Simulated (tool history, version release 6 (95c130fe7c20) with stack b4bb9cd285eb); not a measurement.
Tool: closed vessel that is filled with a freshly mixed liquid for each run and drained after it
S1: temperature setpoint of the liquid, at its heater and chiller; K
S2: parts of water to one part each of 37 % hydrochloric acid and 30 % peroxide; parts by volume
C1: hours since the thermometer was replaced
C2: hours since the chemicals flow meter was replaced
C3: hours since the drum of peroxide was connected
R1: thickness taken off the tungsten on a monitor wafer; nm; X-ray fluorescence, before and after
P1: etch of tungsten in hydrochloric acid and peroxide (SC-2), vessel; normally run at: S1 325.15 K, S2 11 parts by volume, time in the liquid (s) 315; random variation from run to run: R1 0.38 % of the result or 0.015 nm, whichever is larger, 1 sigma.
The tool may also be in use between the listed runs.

run 1 hour=8.1 | S1=325.15 S2=11 time_in_the_liquid_(s)=315 | C1=972.9 C2=1732.9 C3=307.6 | R1=39.932
run 2 hour=14.1 | S1=325.15 S2=11 time_in_the_liquid_(s)=600 | C1=978.9 C2=1738.9 C3=313.6 | R1=76.045
run 3 hour=26.9 | S1=325.15 S2=4 time_in_the_liquid_(s)=315 | C1=991.7 C2=1751.7 C3=326.4 | R1=86.569
run 4 hour=33.7 | S1=325.15 S2=11 time_in_the_liquid_(s)=315 | C1=998.5 C2=1758.5 C3=333.2 | R1=39.902
run 5 hour=39.7 | S1=325.15 S2=11 time_in_the_liquid_(s)=315 | C1=1004.5 C2=1764.5 C3=339.2 | R1=40.168
run 6 hour=46.1 | S1=325.15 S2=18.5 time_in_the_liquid_(s)=315 | C1=1010.9 C2=1770.9 C3=345.6 | R1=25.335
run 7 hour=55.7 | S1=336.15 S2=11 time_in_the_liquid_(s)=315 | C1=1020.5 C2=1780.5 C3=355.2 | R1=81.277
run 8 hour=66.2 | S1=309.65 S2=11 time_in_the_liquid_(s)=315 | C1=1031 C2=1791 C3=365.7 | R1=13.694
run 9 hour=75.7 | S1=325.15 S2=11 time_in_the_liquid_(s)=315 | C1=1040.5 C2=1800.5 C3=375.2 | R1=40.148
run 10 hour=83.6 | S1=325.15 S2=11 time_in_the_liquid_(s)=315 | C1=1048.4 C2=1808.4 C3=383.1 | R1=40.252
run 11 hour=90.2 | S1=325.15 S2=11 time_in_the_liquid_(s)=315 | C1=1055 C2=1815 C3=389.7 | R1=40.058
run 12 hour=100.3 | S1=310.65 S2=11 time_in_the_liquid_(s)=30 | C1=1065.1 C2=1825.1 C3=399.8 | R1=1.3775
run 13 hour=111.8 | S1=325.15 S2=11 time_in_the_liquid_(s)=70 | C1=1076.6 C2=1836.6 C3=411.3 | R1=8.8611
run 14 hour=120.9 | S1=325.15 S2=11 time_in_the_liquid_(s)=315 | C1=1085.7 C2=1845.7 C3=420.4 | R1=40.126
run 15 hour=128.2 | S1=325.15 S2=11 time_in_the_liquid_(s)=315 | C1=1093 C2=1853 C3=427.7 | R1=39.216
run 16 hour=141.1 | S1=325.15 S2=11 time_in_the_liquid_(s)=315 | C1=1105.9 C2=1865.9 C3=440.6 | R1=37.984
run 17 hour=148.6 | S1=325.15 S2=11 time_in_the_liquid_(s)=315 | C1=1113.4 C2=1873.4 C3=448.1 | R1=37.698
-- hour=151.4 new drum of peroxide connected
run 18 hour=157.4 | S1=325.15 S2=11 time_in_the_liquid_(s)=315 | C1=1122.2 C2=1882.2 C3=6.1 | R1=37.402
run 19 hour=165.3 | S1=325.15 S2=11 time_in_the_liquid_(s)=315 | C1=1130.1 C2=1890.1 C3=14 | R1=37.251
run 20 hour=176.6 | S1=325.15 S2=11 time_in_the_liquid_(s)=315 | C1=1141.4 C2=1901.4 C3=25.3 | R1=36.899
run 21 hour=185.3 | S1=325.15 S2=11 time_in_the_liquid_(s)=315 | C1=1150.1 C2=1910.1 C3=34 | R1=37.126
run 22 hour=195.8 | S1=325.15 S2=11 time_in_the_liquid_(s)=315 | C1=1160.6 C2=1920.6 C3=44.5 | R1=36.884
run 23 hour=203.8 | S1=325.15 S2=11 time_in_the_liquid_(s)=315 | C1=1168.6 C2=1928.6 C3=52.5 | R1=36.886

What P1 gives has crept away from where it was. These 2 causes fit the log equally well, each at the size given:
A: chemicals flow below the setpoint (%) = 9.22
B: liquid colder than its thermometer reads (K) = 1.25
The creep began at about hour 120.9.
Why every other cause is out:
peroxide weaker than its label (%): serviced at hour 151.4, which brought nothing back

4 check runs are offered, each on 2 wafers whose results are averaged, their results left as question marks. Which one tells the causes apart?
run check 1 hour=211.8 | S1=316.15 S2=11 time_in_the_liquid_(s)=315 | R1=?
run check 2 hour=211.8 | S1=325.15 S2=11 time_in_the_liquid_(s)=590 | R1=?
run check 3 hour=211.8 | S1=310.65 S2=4 time_in_the_liquid_(s)=315 | R1=?
run check 4 hour=211.8 | S1=325.15 S2=17 time_in_the_liquid_(s)=315 | R1=?

What each check would give under each cause:
check=check_1 result=R1 if_A=20.042 if_B=19.942
check=check_2 result=R1 if_A=69.059 if_B=69.045
check=check_3 result=R1 if_A=29.905 if_B=29.165
check=check_4 result=R1 if_A=25.112 if_B=25.222
How far apart the two closest causes lie, in the result that separates them most: check 1 0.5 %; check 2 0.02 %; check 3 2.51 %; check 4 0.44 %
Check 3 tells the causes apart: in the others they would give nearly the same result.

Then check 3 was run and gave: R1 29.236 nm. Which cause is it?

It is B: liquid colder than its thermometer reads (K).
